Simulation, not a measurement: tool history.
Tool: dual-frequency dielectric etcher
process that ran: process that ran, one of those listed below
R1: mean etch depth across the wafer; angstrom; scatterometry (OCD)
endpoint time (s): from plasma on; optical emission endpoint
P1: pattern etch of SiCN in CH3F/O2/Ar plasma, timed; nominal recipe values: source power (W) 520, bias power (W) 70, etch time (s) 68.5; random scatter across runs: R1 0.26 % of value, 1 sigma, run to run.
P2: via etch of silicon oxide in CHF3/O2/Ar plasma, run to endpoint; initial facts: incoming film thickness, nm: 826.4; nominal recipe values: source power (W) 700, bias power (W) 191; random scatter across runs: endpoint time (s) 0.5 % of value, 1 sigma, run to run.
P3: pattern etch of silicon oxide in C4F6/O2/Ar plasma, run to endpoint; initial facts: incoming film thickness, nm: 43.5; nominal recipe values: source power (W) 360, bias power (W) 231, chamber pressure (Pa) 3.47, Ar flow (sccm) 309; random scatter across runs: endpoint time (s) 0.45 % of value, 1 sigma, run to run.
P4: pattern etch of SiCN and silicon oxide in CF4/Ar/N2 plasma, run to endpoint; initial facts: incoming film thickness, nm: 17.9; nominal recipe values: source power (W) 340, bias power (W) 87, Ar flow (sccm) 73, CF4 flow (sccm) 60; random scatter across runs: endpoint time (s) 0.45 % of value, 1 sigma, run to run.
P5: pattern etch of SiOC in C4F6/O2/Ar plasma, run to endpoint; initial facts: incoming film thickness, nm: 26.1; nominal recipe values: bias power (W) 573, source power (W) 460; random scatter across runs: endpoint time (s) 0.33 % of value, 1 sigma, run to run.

run 1 hour=13.5 | process_that_ran=P1 source_power_(W)=520 bias_power_(W)=70 etch_time_(s)=68.5 | R1=287.22
run 2 hour=29.2 | process_that_ran=P1 source_power_(W)=620 bias_power_(W)=70 etch_time_(s)=68.5 | R1=307.76
run 3 hour=46.4 | process_that_ran=P5 source_power_(W)=310 bias_power_(W)=573 | endpoint_time_(s)=9.2903
run 4 hour=58.6 | process_that_ran=P4 source_power_(W)=460 bias_power_(W)=87 Ar_flow_(sccm)=73 CF4_flow_(sccm)=60 | endpoint_time_(s)=19.0130
run 5 hour=69.9 | process_that_ran=P2 source_power_(W)=990 bias_power_(W)=191 | endpoint_time_(s)=332.4800
run 6 hour=80.9 | process_that_ran=P1 source_power_(W)=520 bias_power_(W)=70 etch_time_(s)=50.5 | R1=213.90
run 7 hour=92.7 | process_that_ran=P3 source_power_(W)=360 bias_power_(W)=231 Ar_flow_(sccm)=309 chamber_pressure_(Pa)=4.60 | endpoint_time_(s)=13.3520
run 8 hour=105.5 | process_that_ran=P3 source_power_(W)=360 bias_power_(W)=231 Ar_flow_(sccm)=309 chamber_pressure_(Pa)=3.47 | endpoint_time_(s)=12.9260
run 9 hour=118.1 | process_that_ran=P3 source_power_(W)=440 bias_power_(W)=231 Ar_flow_(sccm)=309 chamber_pressure_(Pa)=3.47 | endpoint_time_(s)=11.9620
run 10 hour=127.5 | process_that_ran=P1 source_power_(W)=520 bias_power_(W)=70 etch_time_(s)=68.5 | R1=287.50
-- hour=130.8 wet clean of the chamber
run 11 hour=144.1 | process_that_ran=P1 source_power_(W)=520 bias_power_(W)=56 etch_time_(s)=68.5 | R1=267.12
run 12 hour=160.7 | process_that_ran=P1 source_power_(W)=520 bias_power_(W)=70 etch_time_(s)=68.5 | R1=288.13
run 13 hour=174.3 | process_that_ran=P2 source_power_(W)=700 bias_power_(W)=191 | endpoint_time_(s)=375.7600
run 14 hour=188.8 | process_that_ran=P5 source_power_(W)=460 bias_power_(W)=573 | endpoint_time_(s)=7.9973
run 15 hour=205.2 | process_that_ran=P1 source_power_(W)=700 bias_power_(W)=70 etch_time_(s)=38.0 | R1=179.57
run 16 hour=220.2 | process_that_ran=P4 source_power_(W)=340 bias_power_(W)=122 Ar_flow_(sccm)=73 CF4_flow_(sccm)=60 | endpoint_time_(s)=22.1040
run 17 hour=233.5 | process_that_ran=P1 source_power_(W)=520 bias_power_(W)=70 etch_time_(s)=68.5 | R1=289.40
run 18 hour=244.7 | process_that_ran=P1 source_power_(W)=320 bias_power_(W)=70 etch_time_(s)=68.5 | R1=240.03
run 19 hour=254.5 | process_that_ran=P3 source_power_(W)=360 bias_power_(W)=231 Ar_flow_(sccm)=405 chamber_pressure_(Pa)=3.47 | endpoint_time_(s)=13.4470
run 20 hour=270.2 | process_that_ran=P5 source_power_(W)=460 bias_power_(W)=806 | endpoint_time_(s)=7.0378
run 21 hour=279.2 | process_that_ran=P3 source_power_(W)=360 bias_power_(W)=316 Ar_flow_(sccm)=309 chamber_pressure_(Pa)=3.47 | endpoint_time_(s)=11.5880
run 22 hour=292.3 | process_that_ran=P1 source_power_(W)=520 bias_power_(W)=94 etch_time_(s)=68.5 | R1=319.87
run 23 hour=300.2 | process_that_ran=P1 source_power_(W)=520 bias_power_(W)=70 etch_time_(s)=100.5 | R1=422.93
run 24 hour=308.4 | process_that_ran=P2 source_power_(W)=700 bias_power_(W)=191 | endpoint_time_(s)=380.7400
run 25 hour=316.2 | process_that_ran=P1 source_power_(W)=650 bias_power_(W)=70 etch_time_(s)=55.5 | R1=254.71
run 26 hour=324.3 | process_that_ran=P2 source_power_(W)=700 bias_power_(W)=250 | endpoint_time_(s)=343.9300
-- hour=325.5 bias power generator calibrated
run 27 hour=339.8 | process_that_ran=P4 source_power_(W)=340 bias_power_(W)=87 Ar_flow_(sccm)=73 CF4_flow_(sccm)=80 | endpoint_time_(s)=24.1890
run 28 hour=348.4 | process_that_ran=P4 source_power_(W)=340 bias_power_(W)=87 Ar_flow_(sccm)=47 CF4_flow_(sccm)=60 | endpoint_time_(s)=23.6840
run 29 hour=359.7 | process_that_ran=P4 source_power_(W)=340 bias_power_(W)=87 Ar_flow_(sccm)=73 CF4_flow_(sccm)=60 | endpoint_time_(s)=25.0640
run 30 hour=369.4 | process_that_ran=P1 source_power_(W)=520 bias_power_(W)=70 etch_time_(s)=68.5 | R1=288.63
run 31 hour=384.2 | process_that_ran=P1 source_power_(W)=520 bias_power_(W)=70 etch_time_(s)=68.5 | R1=291.23
run 32 hour=394.4 | process_that_ran=P1 source_power_(W)=520 bias_power_(W)=70 etch_time_(s)=68.5 | R1=291.05
run 33 hour=408.9 | process_that_ran=P1 source_power_(W)=520 bias_power_(W)=70 etch_time_(s)=68.5 | R1=291.95
-- hour=423.4 wet clean of the chamber
run 34 hour=426.1 | process_that_ran=P1 source_power_(W)=520 bias_power_(W)=70 etch_time_(s)=68.5 | R1=294.10
run 35 hour=439.8 | process_that_ran=P1 source_power_(W)=520 bias_power_(W)=70 etch_time_(s)=68.5 | R1=294.03
run 36 hour=448.1 | process_that_ran=P1 source_power_(W)=520 bias_power_(W)=70 etch_time_(s)=68.5 | R1=293.33

P1 no longer gives what it gave before; its output has crept away from where it was. The following 2 causes, each at its listed size, fit the log equally well:
A: bias power that arrives over what is set, % = 4.87
B: source power that arrives over what is set, % = 4.44
The process output started creeping at around hour 369.4.
Every other cause this tool's parts could produce, and why it does not fit the log:
chamber walls in a state that raises the etch rate, %: was serviced at hour 423.4, once the creep was under way, yet the earlier output never came back

4 check runs are offered, each on 3 wafers whose results are averaged, their results left as question marks. Which one tells the causes apart?
run check 1 hour=456.4 | process_that_ran=P3 source_power_(W)=360 bias_power_(W)=231 Ar_flow_(sccm)=309 chamber_pressure_(Pa)=3.47 | endpoint_time_(s)=?
run check 2 hour=456.4 | process_that_ran=P2 source_power_(W)=700 bias_power_(W)=191 | endpoint_time_(s)=?
run check 3 hour=456.4 | process_that_ran=P5 source_power_(W)=460 bias_power_(W)=573 | endpoint_time_(s)=?
run check 4 hour=456.4 | process_that_ran=P4 source_power_(W)=340 bias_power_(W)=87 Ar_flow_(sccm)=73 CF4_flow_(sccm)=60 | endpoint_time_(s)=?

Outcome of each check run for each possible cause:
check=check_1 result=endpoint_time_(s) if_A=12.7540 if_B=12.7460
check=check_2 result=endpoint_time_(s) if_A=373.2700 if_B=373.0700
check=check_3 result=endpoint_time_(s) if_A=7.9046 if_B=7.9209
check=check_4 result=endpoint_time_(s) if_A=24.5280 if_B=24.0070
Gap, in per cent, between the two causes that each check separates least, read from the result that separates them most: check 1 0.07 %; check 2 0.05 %; check 3 0.21 %; check 4 2.15 %
Check 4 distinguishes between the causes, while the remaining checks would return nearly the same result for all of them.

The results of check 4 are: endpoint time (s) 24.6380. Based on these, which of the listed causes is it?

It is A: bias power that arrives over what is set, %.
